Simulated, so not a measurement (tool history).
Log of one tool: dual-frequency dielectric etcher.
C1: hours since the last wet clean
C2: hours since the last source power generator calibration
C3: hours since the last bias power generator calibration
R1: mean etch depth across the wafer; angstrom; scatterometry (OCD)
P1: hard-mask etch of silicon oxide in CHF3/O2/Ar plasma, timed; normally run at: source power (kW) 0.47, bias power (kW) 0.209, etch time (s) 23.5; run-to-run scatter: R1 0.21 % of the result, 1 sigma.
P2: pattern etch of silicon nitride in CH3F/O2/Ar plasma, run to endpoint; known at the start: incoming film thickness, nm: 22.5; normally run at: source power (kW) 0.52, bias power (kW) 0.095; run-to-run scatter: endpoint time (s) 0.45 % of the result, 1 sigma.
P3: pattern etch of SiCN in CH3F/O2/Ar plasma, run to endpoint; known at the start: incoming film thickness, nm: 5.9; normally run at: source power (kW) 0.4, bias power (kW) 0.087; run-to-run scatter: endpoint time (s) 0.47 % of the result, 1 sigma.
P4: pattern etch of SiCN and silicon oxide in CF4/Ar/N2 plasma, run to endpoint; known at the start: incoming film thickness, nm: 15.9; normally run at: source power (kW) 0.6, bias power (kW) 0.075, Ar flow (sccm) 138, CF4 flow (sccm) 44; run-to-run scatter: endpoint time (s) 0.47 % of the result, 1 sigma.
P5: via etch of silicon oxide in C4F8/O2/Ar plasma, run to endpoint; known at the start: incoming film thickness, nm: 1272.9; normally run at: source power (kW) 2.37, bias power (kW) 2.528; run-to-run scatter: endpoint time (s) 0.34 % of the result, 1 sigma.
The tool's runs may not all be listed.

run 1 hour=9.4 | process_that_ran=P1 source_power_(kW)=0.47 bias_power_(kW)=0.209 etch_time_(s)=23.5 | C1=91.4 C2=1779.7 C3=733.1 | R1=446.32
run 2 hour=20.9 | process_that_ran=P1 source_power_(kW)=0.47 bias_power_(kW)=0.26 etch_time_(s)=23.5 | C1=102.9 C2=1791.2 C3=744.6 | R1=482.93
run 3 hour=27.4 | process_that_ran=P4 source_power_(kW)=0.6 bias_power_(kW)=0.075 Ar_flow_(sccm)=138 CF4_flow_(sccm)=44 | C1=109.4 C2=1797.7 C3=751.1 | endpoint_time_(s)=15.859
run 4 hour=36.9 | process_that_ran=P3 source_power_(kW)=0.4 bias_power_(kW)=0.087 | C1=118.9 C2=1807.2 C3=760.6 | endpoint_time_(s)=14.688
run 5 hour=46.1 | process_that_ran=P1 source_power_(kW)=0.47 bias_power_(kW)=0.209 etch_time_(s)=23.5 | C1=128.1 C2=1816.4 C3=769.8 | R1=447.16
run 6 hour=52 | process_that_ran=P5 source_power_(kW)=1.63 bias_power_(kW)=2.528 | C1=134 C2=1822.3 C3=775.7 | endpoint_time_(s)=251.37
run 7 hour=58.1 | process_that_ran=P5 source_power_(kW)=2.37 bias_power_(kW)=3.551 | C1=140.1 C2=1828.4 C3=781.8 | endpoint_time_(s)=195.92
run 8 hour=67.4 | process_that_ran=P1 source_power_(kW)=0.62 bias_power_(kW)=0.209 etch_time_(s)=23.5 | C1=149.4 C2=1837.7 C3=791.1 | R1=495.83
run 9 hour=72.6 | process_that_ran=P1 source_power_(kW)=0.29 bias_power_(kW)=0.209 etch_time_(s)=23.5 | C1=154.6 C2=1842.9 C3=796.3 | R1=371.13
run 10 hour=83.6 | process_that_ran=P1 source_power_(kW)=0.47 bias_power_(kW)=0.209 etch_time_(s)=23.5 | C1=165.6 C2=1853.9 C3=807.3 | R1=446.77
run 11 hour=91.7 | process_that_ran=P3 source_power_(kW)=0.28 bias_power_(kW)=0.087 | C1=173.7 C2=1862 C3=815.4 | endpoint_time_(s)=16.762
run 12 hour=101.3 | process_that_ran=P5 source_power_(kW)=2.37 bias_power_(kW)=2.528 | C1=183.3 C2=1871.6 C3=825 | endpoint_time_(s)=217.54
run 13 hour=112 | process_that_ran=P2 source_power_(kW)=0.52 bias_power_(kW)=0.095 | C1=194 C2=1882.3 C3=835.7 | endpoint_time_(s)=26.754
run 14 hour=119.7 | process_that_ran=P4 source_power_(kW)=0.6 bias_power_(kW)=0.075 Ar_flow_(sccm)=138 CF4_flow_(sccm)=44 | C1=201.7 C2=1890 C3=843.4 | endpoint_time_(s)=15.857
run 15 hour=129.3 | process_that_ran=P2 source_power_(kW)=0.52 bias_power_(kW)=0.126 | C1=211.3 C2=1899.6 C3=853 | endpoint_time_(s)=24.153
run 16 hour=134.3 | process_that_ran=P4 source_power_(kW)=0.84 bias_power_(kW)=0.075 Ar_flow_(sccm)=138 CF4_flow_(sccm)=44 | C1=216.3 C2=1904.6 C3=858 | endpoint_time_(s)=11.919
run 17 hour=144.4 | process_that_ran=P3 source_power_(kW)=0.4 bias_power_(kW)=0.119 | C1=226.4 C2=1914.7 C3=868.1 | endpoint_time_(s)=12.994
run 18 hour=154.1 | process_that_ran=P5 source_power_(kW)=2.37 bias_power_(kW)=2.528 | C1=236.1 C2=1924.4 C3=877.8 | endpoint_time_(s)=217.95
run 19 hour=162.5 | process_that_ran=P1 source_power_(kW)=0.38 bias_power_(kW)=0.157 etch_time_(s)=23.5 | C1=244.5 C2=1932.8 C3=886.2 | R1=372.34
-- hour=163 source power generator calibrated
run 20 hour=172.9 | process_that_ran=P2 source_power_(kW)=0.71 bias_power_(kW)=0.095 | C1=254.9 C2=9.9 C3=896.6 | endpoint_time_(s)=23.721
run 21 hour=184.1 | process_that_ran=P1 source_power_(kW)=0.47 bias_power_(kW)=0.209 etch_time_(s)=30.5 | C1=266.1 C2=21.1 C3=907.8 | R1=577.8
run 22 hour=195.5 | process_that_ran=P4 source_power_(kW)=0.6 bias_power_(kW)=0.056 Ar_flow_(sccm)=138 CF4_flow_(sccm)=44 | C1=277.5 C2=32.5 C3=919.2 | endpoint_time_(s)=17.484
run 23 hour=201.6 | process_that_ran=P4 source_power_(kW)=0.6 bias_power_(kW)=0.075 Ar_flow_(sccm)=138 CF4_flow_(sccm)=32 | C1=283.6 C2=38.6 C3=925.3 | endpoint_time_(s)=16.806
run 24 hour=212.6 | process_that_ran=P1 source_power_(kW)=0.47 bias_power_(kW)=0.141 etch_time_(s)=23.5 | C1=294.6 C2=49.6 C3=936.3 | R1=391.51
run 25 hour=223 | process_that_ran=P4 source_power_(kW)=0.6 bias_power_(kW)=0.075 Ar_flow_(sccm)=184 CF4_flow_(sccm)=44 | C1=305 C2=60 C3=946.7 | endpoint_time_(s)=16.568
run 26 hour=230.6 | process_that_ran=P1 source_power_(kW)=0.47 bias_power_(kW)=0.209 etch_time_(s)=23.5 | C1=312.6 C2=67.6 C3=954.3 | R1=446.68
run 27 hour=241.7 | process_that_ran=P1 source_power_(kW)=0.47 bias_power_(kW)=0.209 etch_time_(s)=23.5 | C1=323.7 C2=78.7 C3=965.4 | R1=446.38
run 28 hour=250 | process_that_ran=P1 source_power_(kW)=0.47 bias_power_(kW)=0.209 etch_time_(s)=23.5 | C1=332 C2=87 C3=973.7 | R1=446.47
run 29 hour=258.8 | process_that_ran=P1 source_power_(kW)=0.47 bias_power_(kW)=0.209 etch_time_(s)=16.5 | C1=340.8 C2=95.8 C3=982.5 | R1=314.23
run 30 hour=266.6 | process_that_ran=P1 source_power_(kW)=0.47 bias_power_(kW)=0.209 etch_time_(s)=23.5 | C1=348.6 C2=103.6 C3=990.3 | R1=447.07
run 31 hour=277.7 | process_that_ran=P1 source_power_(kW)=0.47 bias_power_(kW)=0.209 etch_time_(s)=23.5 | C1=359.7 C2=114.7 C3=1001.4 | R1=446.71
run 32 hour=285.5 | process_that_ran=P1 source_power_(kW)=0.47 bias_power_(kW)=0.209 etch_time_(s)=23.5 | C1=367.5 C2=122.5 C3=1009.2 | R1=444.54
run 33 hour=291.9 | process_that_ran=P1 source_power_(kW)=0.47 bias_power_(kW)=0.209 etch_time_(s)=23.5 | C1=373.9 C2=128.9 C3=1015.6 | R1=442.9
run 34 hour=301.1 | process_that_ran=P1 source_power_(kW)=0.47 bias_power_(kW)=0.209 etch_time_(s)=23.5 | C1=383.1 C2=138.1 C3=1024.8 | R1=440.41
run 35 hour=311 | process_that_ran=P1 source_power_(kW)=0.47 bias_power_(kW)=0.209 etch_time_(s)=23.5 | C1=393 C2=148 C3=1034.7 | R1=440
run 36 hour=321.5 | process_that_ran=P1 source_power_(kW)=0.47 bias_power_(kW)=0.209 etch_time_(s)=23.5 | C1=403.5 C2=158.5 C3=1045.2 | R1=440.64
run 37 hour=331.4 | process_that_ran=P1 source_power_(kW)=0.47 bias_power_(kW)=0.209 etch_time_(s)=23.5 | C1=413.4 C2=168.4 C3=1055.1 | R1=437.41
run 38 hour=342 | process_that_ran=P1 source_power_(kW)=0.47 bias_power_(kW)=0.209 etch_time_(s)=23.5 | C1=424 C2=179 C3=1065.7 | R1=440.93
-- hour=347.1 wet clean of the chamber
run 39 hour=350.5 | process_that_ran=P1 source_power_(kW)=0.47 bias_power_(kW)=0.209 etch_time_(s)=23.5 | C1=3.4 C2=187.5 C3=1074.2 | R1=440.13
run 40 hour=357.7 | process_that_ran=P1 source_power_(kW)=0.47 bias_power_(kW)=0.209 etch_time_(s)=23.5 | C1=10.6 C2=194.7 C3=1081.4 | R1=438.99
run 41 hour=365.3 | process_that_ran=P1 source_power_(kW)=0.47 bias_power_(kW)=0.209 etch_time_(s)=23.5 | C1=18.2 C2=202.3 C3=1089 | R1=437.6
run 42 hour=374.4 | process_that_ran=P1 source_power_(kW)=0.47 bias_power_(kW)=0.209 etch_time_(s)=23.5 | C1=27.3 C2=211.4 C3=1098.1 | R1=437.93

What P1 gives has crept away from where it was. These 2 causes fit the log equally well, each at the size given:
A: bias power that arrives under what is set, % = 4.74
B: source power that arrives under what is set, % = 4.41
The creep began at about hour 277.7.
Why every other cause is out:
chamber walls in a state that lowers the etch rate, %: serviced at hour 347.1, which brought nothing back

4 check runs are offered, each on 3 wafers whose results are averaged, their results left as question marks. Which one tells the causes apart?
run check 1 hour=383.5 | process_that_ran=P3 source_power_(kW)=0.4 bias_power_(kW)=0.112 | endpoint_time_(s)=?
run check 2 hour=383.5 | process_that_ran=P2 source_power_(kW)=0.52 bias_power_(kW)=0.119 | endpoint_time_(s)=?
run check 3 hour=383.5 | process_that_ran=P4 source_power_(kW)=0.8 bias_power_(kW)=0.075 Ar_flow_(sccm)=138 CF4_flow_(sccm)=44 | endpoint_time_(s)=?
run check 4 hour=383.5 | process_that_ran=P5 source_power_(kW)=1.79 bias_power_(kW)=3.127 | endpoint_time_(s)=?

What each check would give under each cause:
check=check_1 result=endpoint_time_(s) if_A=13.549 if_B=13.521
check=check_2 result=endpoint_time_(s) if_A=25.146 if_B=25.114
check=check_3 result=endpoint_time_(s) if_A=12.549 if_B=12.818
check=check_4 result=endpoint_time_(s) if_A=231.02 if_B=231.54
How far apart the two closest causes lie, in the result that separates them most: check 1 0.21 %; check 2 0.13 %; check 3 2.12 %; check 4 0.23 %
Check 3 tells the causes apart: in the others they would give nearly the same result.

Then check 3 was run and gave: endpoint time (s) 12.563. Which cause is it?

It is A: bias power that arrives under what is set, %.

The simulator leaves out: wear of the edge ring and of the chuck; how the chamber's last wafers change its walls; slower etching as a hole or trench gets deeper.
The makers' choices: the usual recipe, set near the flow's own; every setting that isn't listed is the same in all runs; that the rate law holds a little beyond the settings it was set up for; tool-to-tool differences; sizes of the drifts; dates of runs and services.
